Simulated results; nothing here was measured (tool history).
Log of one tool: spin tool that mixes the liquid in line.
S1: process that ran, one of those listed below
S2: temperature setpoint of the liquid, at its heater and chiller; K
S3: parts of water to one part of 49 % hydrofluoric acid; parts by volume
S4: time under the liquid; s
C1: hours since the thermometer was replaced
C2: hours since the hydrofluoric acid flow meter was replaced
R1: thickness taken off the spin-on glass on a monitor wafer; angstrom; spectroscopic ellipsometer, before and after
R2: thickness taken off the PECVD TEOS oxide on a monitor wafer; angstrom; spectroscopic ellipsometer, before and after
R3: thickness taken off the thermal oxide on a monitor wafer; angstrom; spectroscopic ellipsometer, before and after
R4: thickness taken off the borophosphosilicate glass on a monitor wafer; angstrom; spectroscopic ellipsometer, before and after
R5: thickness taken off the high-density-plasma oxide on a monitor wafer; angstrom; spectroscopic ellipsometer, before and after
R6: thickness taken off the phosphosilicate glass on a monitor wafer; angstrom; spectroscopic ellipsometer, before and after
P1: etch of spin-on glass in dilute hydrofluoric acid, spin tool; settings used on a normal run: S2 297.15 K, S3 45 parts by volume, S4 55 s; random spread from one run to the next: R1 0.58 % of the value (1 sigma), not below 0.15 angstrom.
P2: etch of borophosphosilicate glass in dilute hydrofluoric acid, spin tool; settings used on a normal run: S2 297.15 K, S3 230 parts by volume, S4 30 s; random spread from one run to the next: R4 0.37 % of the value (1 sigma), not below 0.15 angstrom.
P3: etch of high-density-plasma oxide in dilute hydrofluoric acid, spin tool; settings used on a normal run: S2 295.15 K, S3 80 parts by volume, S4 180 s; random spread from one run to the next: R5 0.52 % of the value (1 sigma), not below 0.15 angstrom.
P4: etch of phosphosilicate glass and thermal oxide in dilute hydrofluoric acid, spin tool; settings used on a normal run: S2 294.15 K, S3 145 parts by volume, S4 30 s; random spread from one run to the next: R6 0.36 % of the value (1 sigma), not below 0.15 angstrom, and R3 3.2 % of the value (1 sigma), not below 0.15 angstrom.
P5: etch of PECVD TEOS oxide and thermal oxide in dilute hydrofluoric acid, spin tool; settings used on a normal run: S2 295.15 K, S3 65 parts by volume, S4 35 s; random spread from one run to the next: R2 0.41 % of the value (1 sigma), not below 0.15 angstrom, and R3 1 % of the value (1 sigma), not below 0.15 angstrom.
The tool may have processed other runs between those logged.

Run 1, hour 7.1: S1 P1, S2 297.15 K, S3 45 parts by volume, S4 55 s; C1 686.5; C2 1372.3. Result: R1 542.79 angstrom.
Run 2, hour 17.1: S1 P5, S2 295.15 K, S3 65 parts by volume, S4 35 s; C1 696.5; C2 1382.3. Result: R2 67.41 angstrom, R3 25.644 angstrom.
Run 3, hour 28.2: S1 P1, S2 292.15 K, S3 45 parts by volume, S4 100 s; C1 707.6; C2 1393.4. Result: R1 796.6 angstrom.
Run 4, hour 40.8: S1 P1, S2 297.15 K, S3 45 parts by volume, S4 55 s; C1 720.2; C2 1406. Result: R1 542.8 angstrom.
Run 5, hour 53.6: S1 P1, S2 290.15 K, S3 45 parts by volume, S4 55 s; C1 733; C2 1418.8. Result: R1 402.15 angstrom.
Run 6, hour 61.4: S1 P5, S2 290.15 K, S3 65 parts by volume, S4 35 s; C1 740.8; C2 1426.6. Result: R2 54.395 angstrom, R3 20.574 angstrom.
Run 7, hour 73.6: S1 P1, S2 297.15 K, S3 45 parts by volume, S4 55 s; C1 753; C2 1438.8. Result: R1 538.16 angstrom.
At hour 73.7: thermometer replaced.
Run 8, hour 86: S1 P2, S2 292.65 K, S3 230 parts by volume, S4 30 s; C1 12.3; C2 1451.2. Result: R4 72.067 angstrom.
Run 9, hour 100.4: S1 P3, S2 295.15 K, S3 80 parts by volume, S4 180 s; C1 26.7; C2 1465.6. Result: R5 130.48 angstrom.
Run 10, hour 111.2: S1 P4, S2 294.15 K, S3 145 parts by volume, S4 30 s; C1 37.5; C2 1476.4. Result: R3 8.2342 angstrom, R6 177.63 angstrom.
Run 11, hour 122.7: S1 P1, S2 297.15 K, S3 45 parts by volume, S4 20 s; C1 49; C2 1487.9. Result: R1 196.33 angstrom.
Run 12, hour 136.2: S1 P3, S2 295.15 K, S3 80 parts by volume, S4 180 s; C1 62.5; C2 1501.4. Result: R5 129.61 angstrom.
Run 13, hour 148.8: S1 P4, S2 290.65 K, S3 145 parts by volume, S4 30 s; C1 75.1; C2 1514. Result: R3 7.2971 angstrom, R6 154.6 angstrom.
Run 14, hour 157.8: S1 P3, S2 302.15 K, S3 80 parts by volume, S4 180 s; C1 84.1; C2 1523. Result: R5 172.41 angstrom.
Run 15, hour 172.4: S1 P1, S2 297.15 K, S3 45 parts by volume, S4 100 s; C1 98.7; C2 1537.6. Result: R1 980.14 angstrom.
Run 16, hour 181.6: S1 P3, S2 295.15 K, S3 80 parts by volume, S4 50 s; C1 107.9; C2 1546.8. Result: R5 36.308 angstrom.
Run 17, hour 190.8: S1 P1, S2 297.15 K, S3 45 parts by volume, S4 55 s; C1 117.1; C2 1556. Result: R1 545.44 angstrom.
Run 18, hour 200.7: S1 P2, S2 297.15 K, S3 230 parts by volume, S4 15 s; C1 127; C2 1565.9. Result: R4 42.21 angstrom.
Run 19, hour 212.4: S1 P4, S2 294.15 K, S3 145 parts by volume, S4 15 s; C1 138.7; C2 1577.6. Result: R3 4.2473 angstrom, R6 89.381 angstrom.
Run 20, hour 222.3: S1 P1, S2 297.15 K, S3 45 parts by volume, S4 55 s; C1 148.6; C2 1587.5. Result: R1 538.11 angstrom.
Run 21, hour 233.5: S1 P5, S2 295.15 K, S3 105 parts by volume, S4 35 s; C1 159.8; C2 1598.7. Result: R2 39.673 angstrom, R3 15.101 angstrom.
Run 22, hour 244.3: S1 P4, S2 294.15 K, S3 30 parts by volume, S4 30 s; C1 170.6; C2 1609.5. Result: R3 47.581 angstrom, R6 980.55 angstrom.
Run 23, hour 254.8: S1 P1, S2 297.15 K, S3 20 parts by volume, S4 55 s; C1 181.1; C2 1620. Result: R1 1243.4 angstrom.
Run 24, hour 264.4: S1 P2, S2 297.15 K, S3 230 parts by volume, S4 30 s; C1 190.7; C2 1629.6. Result: R4 84.742 angstrom.
Run 25, hour 275.3: S1 P3, S2 295.15 K, S3 25 parts by volume, S4 180 s; C1 201.6; C2 1640.5. Result: R5 451.74 angstrom.
Run 26, hour 286.3: S1 P1, S2 303.15 K, S3 45 parts by volume, S4 55 s; C1 212.6; C2 1651.5. Result: R1 687.48 angstrom.
Run 27, hour 295.5: S1 P1, S2 297.15 K, S3 75 parts by volume, S4 55 s; C1 221.8; C2 1660.7. Result: R1 310.93 angstrom.
Run 28, hour 309.3: S1 P5, S2 295.15 K, S3 65 parts by volume, S4 35 s; C1 235.6; C2 1674.5. Result: R2 67.705 angstrom, R3 25.865 angstrom.
Run 29, hour 324: S1 P5, S2 295.15 K, S3 65 parts by volume, S4 15 s; C1 250.3; C2 1689.2. Result: R2 28.821 angstrom, R3 10.92 angstrom.
Run 30, hour 330.7: S1 P2, S2 297.15 K, S3 400 parts by volume, S4 30 s; C1 257; C2 1695.9. Result: R4 41.788 angstrom.
Run 31, hour 337.3: S1 P4, S2 294.15 K, S3 145 parts by volume, S4 30 s; C1 263.6; C2 1702.5. Result: R3 8.4125 angstrom, R6 177.77 angstrom.
Run 32, hour 348.8: S1 P1, S2 297.15 K, S3 45 parts by volume, S4 55 s; C1 275.1; C2 1714. Result: R1 541.97 angstrom.
Run 33, hour 363: S1 P1, S2 297.15 K, S3 45 parts by volume, S4 55 s; C1 289.3; C2 1728.2. Result: R1 571.15 angstrom.
Run 34, hour 377.9: S1 P1, S2 297.15 K, S3 45 parts by volume, S4 55 s; C1 304.2; C2 1743.1. Result: R1 581.5 angstrom.
Run 35, hour 387.3: S1 P1, S2 297.15 K, S3 45 parts by volume, S4 55 s; C1 313.6; C2 1752.5. Result: R1 580.3 angstrom.
Run 36, hour 395.7: S1 P1, S2 297.15 K, S3 45 parts by volume, S4 55 s; C1 322; C2 1760.9. Result: R1 583.22 angstrom.
Run 37, hour 402.7: S1 P1, S2 297.15 K, S3 45 parts by volume, S4 55 s; C1 329; C2 1767.9. Result: R1 578.54 angstrom.
Run 38, hour 412.8: S1 P1, S2 297.15 K, S3 45 parts by volume, S4 55 s; C1 339.1; C2 1778. Result: R1 588.51 angstrom.
Run 39, hour 423.5: S1 P1, S2 297.15 K, S3 45 parts by volume, S4 55 s; C1 349.8; C2 1788.7. Result: R1 591.72 angstrom.

What P1 gives has crept away from where it was. These 2 causes fit the log equally well, each at the size given:
A: hydrofluoric acid flow above the setpoint (%) = 8.24
B: liquid hotter than its thermometer reads (K) = 2.05
At approximately hour 348.8, the process output began to creep.

Which of the check runs below tells the causes apart, meaning the causes would give it clearly different results? Each run uses 2 wafers whose results are averaged, and each result is shown as a question mark.
Run check 1, hour 434.2: S1 P4, S2 294.15 K, S3 100 parts by volume, S4 30 s. Result: R3 ?, R6 ?.
Run check 2, hour 434.2: S1 P5, S2 295.15 K, S3 85 parts by volume, S4 15 s. Result: R2 ?, R3 ?.
Run check 3, hour 434.2: S1 P2, S2 297.15 K, S3 325 parts by volume, S4 15 s. Result: R4 ?.
Run check 4, hour 434.2: S1 P3, S2 295.15 K, S3 50 parts by volume, S4 55 s. Result: R5 ?.

Predicted outcomes, by check and by cause:
  check  result    if A    if B
check 1      R3   14.03  13.957
check 1      R6  296.14  294.59
check 2      R2  23.487   23.39
check 2      R3  8.9318  8.8948
check 3      R4   30.25  29.247
check 4      R5  72.069  72.137
Per-check spread between the two closest causes, in the result where they differ most: check 1 0.52 %; check 2 0.41 %; check 3 3.37 %; check 4 0.09 %
Of the check runs offered, only check 3 discriminates between the causes; the rest would read about the same regardless of which cause applies.

The results of check 3 are: R4 29.507 angstrom. Based on these, which of the listed causes is it?

Of the candidate causes, it is B: liquid hotter than its thermometer reads (K).

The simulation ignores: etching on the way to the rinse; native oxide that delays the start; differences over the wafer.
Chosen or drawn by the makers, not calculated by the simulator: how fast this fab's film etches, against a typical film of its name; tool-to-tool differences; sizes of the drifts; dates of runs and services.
